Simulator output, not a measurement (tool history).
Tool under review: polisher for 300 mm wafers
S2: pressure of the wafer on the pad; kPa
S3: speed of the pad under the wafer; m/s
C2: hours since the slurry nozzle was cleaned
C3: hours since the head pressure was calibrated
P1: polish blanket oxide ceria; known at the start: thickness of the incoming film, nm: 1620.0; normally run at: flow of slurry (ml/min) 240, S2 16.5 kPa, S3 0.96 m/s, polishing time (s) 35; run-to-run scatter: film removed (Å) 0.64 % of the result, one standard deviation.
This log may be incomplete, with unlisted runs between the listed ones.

Run 1, hour 9.3: flow of slurry (ml/min) 240, S2 16.5 kPa, S3 0.96 m/s, polishing time (s) 35; wafers polished on this pad 974; C2 249.6; C3 251.5. Result: film removed (Å) 1325.5.
Run 2, hour 16.4: flow of slurry (ml/min) 240, S2 7.6 kPa, S3 0.96 m/s, polishing time (s) 35; wafers polished on this pad 1059; C2 256.7; C3 258.6. Result: film removed (Å) 605.91.
Run 3, hour 26.8: flow of slurry (ml/min) 240, S2 16.5 kPa, S3 0.44 m/s, polishing time (s) 35; wafers polished on this pad 1184; C2 267.1; C3 269. Result: film removed (Å) 613.01.
Run 4, hour 38.3: flow of slurry (ml/min) 240, S2 16.5 kPa, S3 0.52 m/s, polishing time (s) 49; wafers polished on this pad 1322; C2 278.6; C3 280.5. Result: film removed (Å) 1008.5.
Run 5, hour 44.6: flow of slurry (ml/min) 345, S2 16.5 kPa, S3 0.72 m/s, polishing time (s) 35; wafers polished on this pad 1397; C2 284.9; C3 286.8. Result: film removed (Å) 1047.5.
At hour 50.5: slurry nozzle cleaned.
Run 6, hour 52.6: flow of slurry (ml/min) 240, S2 16.5 kPa, S3 0.96 m/s, polishing time (s) 35; wafers polished on this pad 1493; C2 2.1; C3 294.8. Result: film removed (Å) 1332.5.
Run 7, hour 58: flow of slurry (ml/min) 375, S2 16.5 kPa, S3 0.96 m/s, polishing time (s) 35; wafers polished on this pad 1558; C2 7.5; C3 300.2. Result: film removed (Å) 1382.6.
Run 8, hour 68.8: flow of slurry (ml/min) 240, S2 16.5 kPa, S3 0.96 m/s, polishing time (s) 18; wafers polished on this pad 1687; C2 18.3; C3 311. Result: film removed (Å) 686.55.
Run 9, hour 76.7: flow of slurry (ml/min) 150, S2 16.5 kPa, S3 0.96 m/s, polishing time (s) 35; wafers polished on this pad 1782; C2 26.2; C3 318.9. Result: film removed (Å) 1241.6.
Run 10, hour 83.3: flow of slurry (ml/min) 325, S2 9.7 kPa, S3 0.96 m/s, polishing time (s) 35; wafers polished on this pad 1861; C2 32.8; C3 325.5. Result: film removed (Å) 798.18.
Run 11, hour 90.3: flow of slurry (ml/min) 240, S2 16.5 kPa, S3 1.38 m/s, polishing time (s) 35; wafers polished on this pad 1945; C2 39.8; C3 332.5. Result: film removed (Å) 1925.
Run 12, hour 96.2: flow of slurry (ml/min) 240, S2 25.5 kPa, S3 0.96 m/s, polishing time (s) 35; wafers polished on this pad 2016; C2 45.7; C3 338.4. Result: film removed (Å) 2064.4.
Run 13, hour 103.9: flow of slurry (ml/min) 240, S2 16.5 kPa, S3 0.96 m/s, polishing time (s) 55; wafers polished on this pad 2108; C2 53.4; C3 346.1. Result: film removed (Å) 2090.6.
Run 14, hour 112.4: flow of slurry (ml/min) 240, S2 16.5 kPa, S3 0.96 m/s, polishing time (s) 35; wafers polished on this pad 2210; C2 61.9; C3 354.6. Result: film removed (Å) 1340.
Run 15, hour 124.6: flow of slurry (ml/min) 240, S2 16.5 kPa, S3 0.96 m/s, polishing time (s) 35; wafers polished on this pad 2356; C2 74.1; C3 366.8. Result: film removed (Å) 1333.
Run 16, hour 136: flow of slurry (ml/min) 240, S2 16.5 kPa, S3 0.96 m/s, polishing time (s) 35; wafers polished on this pad 2493; C2 85.5; C3 378.2. Result: film removed (Å) 1352.6.
Run 17, hour 146.2: flow of slurry (ml/min) 240, S2 16.5 kPa, S3 0.96 m/s, polishing time (s) 35; wafers polished on this pad 2615; C2 95.7; C3 388.4. Result: film removed (Å) 1328.2.
Run 18, hour 152.1: flow of slurry (ml/min) 240, S2 16.5 kPa, S3 0.96 m/s, polishing time (s) 35; wafers polished on this pad 2686; C2 101.6; C3 394.3. Result: film removed (Å) 1319.2.
Run 19, hour 162.5: flow of slurry (ml/min) 240, S2 16.5 kPa, S3 0.96 m/s, polishing time (s) 35; wafers polished on this pad 2811; C2 112; C3 404.7. Result: film removed (Å) 1285.5.
Run 20, hour 173.1: flow of slurry (ml/min) 240, S2 16.5 kPa, S3 0.96 m/s, polishing time (s) 35; wafers polished on this pad 2938; C2 122.6; C3 415.3. Result: film removed (Å) 1272.8.

Run 21 has not been measured yet. What should we expect?
Run 21, hour 185: flow of slurry (ml/min) 240, S2 16.5 kPa, S3 0.96 m/s, polishing time (s) 35; wafers polished on this pad 3080; C2 134.5; C3 427.2. Result: film removed (Å) ?.

{"run 21": {"film removed (Å)": 1265.3}}
